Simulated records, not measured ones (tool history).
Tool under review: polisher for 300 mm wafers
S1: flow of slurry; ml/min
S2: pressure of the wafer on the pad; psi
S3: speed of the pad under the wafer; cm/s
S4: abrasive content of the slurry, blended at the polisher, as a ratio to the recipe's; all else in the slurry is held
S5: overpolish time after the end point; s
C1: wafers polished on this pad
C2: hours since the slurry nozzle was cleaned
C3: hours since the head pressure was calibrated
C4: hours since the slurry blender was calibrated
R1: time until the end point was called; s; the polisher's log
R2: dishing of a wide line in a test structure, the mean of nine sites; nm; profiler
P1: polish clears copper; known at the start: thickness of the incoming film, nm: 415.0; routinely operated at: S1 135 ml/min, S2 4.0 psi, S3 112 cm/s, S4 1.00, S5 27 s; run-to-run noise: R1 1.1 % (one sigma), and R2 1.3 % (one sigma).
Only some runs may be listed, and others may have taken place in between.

run   hour   S1   S2   S3    S4  S5    C1     C2     C3     C4       R1      R2
  1    8.1  135  4.0  112  1.00  27   548  270.5  653.8  288.5  107.550  51.322
  2   14.0  135  4.0  112  0.65  27   597  276.4  659.7  294.4  118.500  48.276
  3   23.0  135  5.4  112  1.00  27   670  285.4  668.7  303.4   80.678  59.696
  4   30.0  135  4.0  112  1.00  27   727  292.4  675.7  310.4  109.080  51.099
      35.2  -- slurry blender recalibrated
  5   37.5  210  4.0  112  1.00  27   789  299.9  683.2    2.3  100.420  52.351
  6   42.9  135  5.4  112  1.25  27   833  305.3  688.6    7.7   75.312  61.632
  7   51.0  135  4.0   66  1.00  27   899  313.4  696.7   15.8  177.960  35.227
  8   58.2   95  4.0  112  1.00  27   958  320.6  703.9   23.0  116.410  48.129
  9   65.4  135  4.0  112  1.00   8  1017  327.8  711.1   30.2  108.470  21.386
 10   70.7  135  4.0  112  1.40  27  1060  333.1  716.4   35.5  100.360  53.398
 11   80.2  135  2.3  112  1.00  27  1137  342.6  725.9   45.0  187.040  34.178
 12   87.6  135  4.0  178  1.00  27  1198  350.0  733.3   52.4   67.757  61.441
 13   93.4  135  4.0  112  1.00  52  1245  355.8  739.1   58.2  107.310  65.515
 14   99.5  135  4.0  112  1.00  27  1295  361.9  745.2   64.3  108.380  51.396
 15  105.8  135  4.0  112  1.00  27  1347  368.2  751.5   70.6  106.620  50.990
 16  115.2  135  4.0  112  1.00  27  1423  377.6  760.9   80.0  108.870  50.575
 17  120.7  135  4.0  112  1.00  27  1468  383.1  766.4   85.5  110.670  49.909
 18  125.0  135  4.0  112  1.00  27  1503  387.4  770.7   89.8  112.500  49.088
 19  134.2  135  4.0  112  1.00  27  1579  396.6  779.9   99.0  113.120  48.890
 20  143.7  135  4.0  112  1.00  27  1656  406.1  789.4  108.5  116.080  47.588
 21  151.8  135  4.0  112  1.00  27  1722  414.2  797.5  116.6  118.220  48.552
 22  160.5  135  4.0  112  1.00  27  1793  422.9  806.2  125.3  119.660  47.722
 23  166.8  135  4.0  112  1.00  27  1845  429.2  812.5  131.6  121.500  47.564
     166.9  -- head pressure recalibrated
     169.9  -- slurry blender recalibrated
 24  172.4  135  4.0  112  1.00  27  1891  434.8    5.5    2.5  120.710  47.172
 25  180.0  135  4.0  112  1.00  27  1953  442.4   13.1   10.1  122.230  48.199
 26  189.0  135  4.0  112  1.00  27  2026  451.4   22.1   19.1  121.290  46.820

What P1 gives has crept away from where it was. These 2 causes fit the log equally well, each at the size given:
A: slurry flow missing at the pad, % = 39.9
B: removal rate lost through wear of the pad, % = 11.5
The drift started at roughly hour 115.2.
What rules out each remaining cause:
head's pressure below its setpoint, %: serviced at hour 166.9, after the drift had started, without restoring the earlier output
abrasive missing from the slurry, %: serviced at hour 169.9, after the drift had started, without restoring the earlier output

4 check runs are offered, each on 5 wafers whose results are averaged, their results left as question marks. Which one tells the causes apart?
check 1  198.0  135  4.0  162  1.00  50                   ?   ?
check 2  198.0  135  3.1  112  1.30  27                   ?   ?
check 3  198.0  200  4.0  112  1.00  10                   ?   ?
check 4  198.0  135  4.0  112  1.00  44                   ?   ?

Check results expected under each cause:
  check  result     if A     if B
check 1      R1   84.030   84.060
check 1      R2   69.358   69.353
check 2      R1  148.130  148.180
check 2      R2   41.230   41.220
check 3      R1  110.120  114.250
check 3      R2   25.131   24.391
check 4      R1  121.540  121.590
check 4      R2   59.986   59.977
Separation of the two closest causes in each check, using whichever result separates them best: check 1 0.04 %; check 2 0.04 %; check 3 3.68 %; check 4 0.04 %
Of the check runs offered, only check 3 discriminates between the causes; the rest would read about the same regardless of which cause applies.

Here is what check 3 returned: R1 109.590 s; R2 25.113 nm. Which cause is it?

The cause is A: slurry flow missing at the pad, %.
